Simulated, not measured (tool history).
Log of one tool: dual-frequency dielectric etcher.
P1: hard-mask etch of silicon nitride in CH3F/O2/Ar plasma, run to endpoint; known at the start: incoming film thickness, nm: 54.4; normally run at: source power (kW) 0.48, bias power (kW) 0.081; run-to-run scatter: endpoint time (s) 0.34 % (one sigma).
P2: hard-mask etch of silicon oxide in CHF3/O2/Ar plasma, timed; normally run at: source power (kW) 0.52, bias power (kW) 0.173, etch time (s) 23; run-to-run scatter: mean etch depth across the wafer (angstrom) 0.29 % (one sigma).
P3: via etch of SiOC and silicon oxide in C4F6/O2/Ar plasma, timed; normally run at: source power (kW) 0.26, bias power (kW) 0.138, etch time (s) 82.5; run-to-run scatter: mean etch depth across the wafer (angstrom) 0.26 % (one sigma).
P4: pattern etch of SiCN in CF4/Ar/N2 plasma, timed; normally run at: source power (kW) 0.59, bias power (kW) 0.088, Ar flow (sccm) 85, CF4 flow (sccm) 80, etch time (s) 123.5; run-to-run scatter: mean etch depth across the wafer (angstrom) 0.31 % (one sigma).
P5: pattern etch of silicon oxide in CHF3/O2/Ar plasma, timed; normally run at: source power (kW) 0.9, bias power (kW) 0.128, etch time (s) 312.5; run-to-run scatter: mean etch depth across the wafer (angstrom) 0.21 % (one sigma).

run	hour	process that ran	source power (kW)	bias power (kW)	etch time (s)	Ar flow (sccm)	CF4 flow (sccm)	hours since the last wet clean	hours since the last source power generator calibration	hours since the last bias power generator calibration	endpoint time (s)	mean etch depth across the wafer (angstrom)
1	13.6	P1	0.48	0.081				285.4	2321.6	306.1	69.745	
2	24.4	P2	0.73	0.173	23			296.2	2332.4	316.9		476.81
3	42.6	P3	0.26	0.138	49			314.4	2350.6	335.1		422.87
4	61.4	P1	0.48	0.081				333.2	2369.4	353.9	69.699	
5	71.2	P5	0.9	0.128	454.5			343	2379.2	363.7		9529.9
6	84.5	P4	0.59	0.088	68	85	80	356.3	2392.5	377		798.97
7	97.1	P1	0.48	0.081				368.9	2405.1	389.6	69.556	
8	109.5	P4	0.59	0.088	123.5	53	80	381.3	2417.5	402		1545.4
9	123.2	P2	0.52	0.173	15.5			395	2431.2	415.7		281.76
10	139.8	P1	0.35	0.081				411.6	2447.8	432.3	78.392	
11	152	P3	0.26	0.188	82.5			423.8	2460	444.5		790.76
12	166.1	P4	0.59	0.088	123.5	85	80	437.9	2474.1	458.6		1458.8
13	181.9	P5	0.9	0.175	312.5			453.7	2489.9	474.4		7230.3
14	197.2	P1	0.48	0.081				469	2505.2	489.7	69.844	
15	214	P1	0.48	0.101				485.8	2522	506.5	64.532	
16	227.9	P5	0.9	0.128	312.5			499.7	2535.9	520.4		6549.8
17	242.1	P1	0.63	0.059				513.9	2550.1	534.6	69.349	
18	253.3	P1	0.67	0.067				525.1	2561.3	545.8	65.094	
19	264.4	P5	0.9	0.128	312.5			536.2	2572.4	556.9		6541.7
20	281	P3	0.36	0.138	82.5			552.8	2589	573.5		813.51
21	292.6	P3	0.26	0.138	82.5			564.4	2600.6	585.1		711.03
22	303.7	P1	0.48	0.081				575.5	2611.7	596.2	69.259	
23	318.7	P2	0.52	0.212	23			590.5	2626.7	611.2		448.11
24	334.4	P1	0.48	0.081				606.2	2642.4	626.9	69.67	

Run 25 comes next. What will it give?
25	345.4	P4	0.59	0.088	123.5	85	63	617.2	2653.4	637.9		?

mean etch depth across the wafer (angstrom): 1411.6
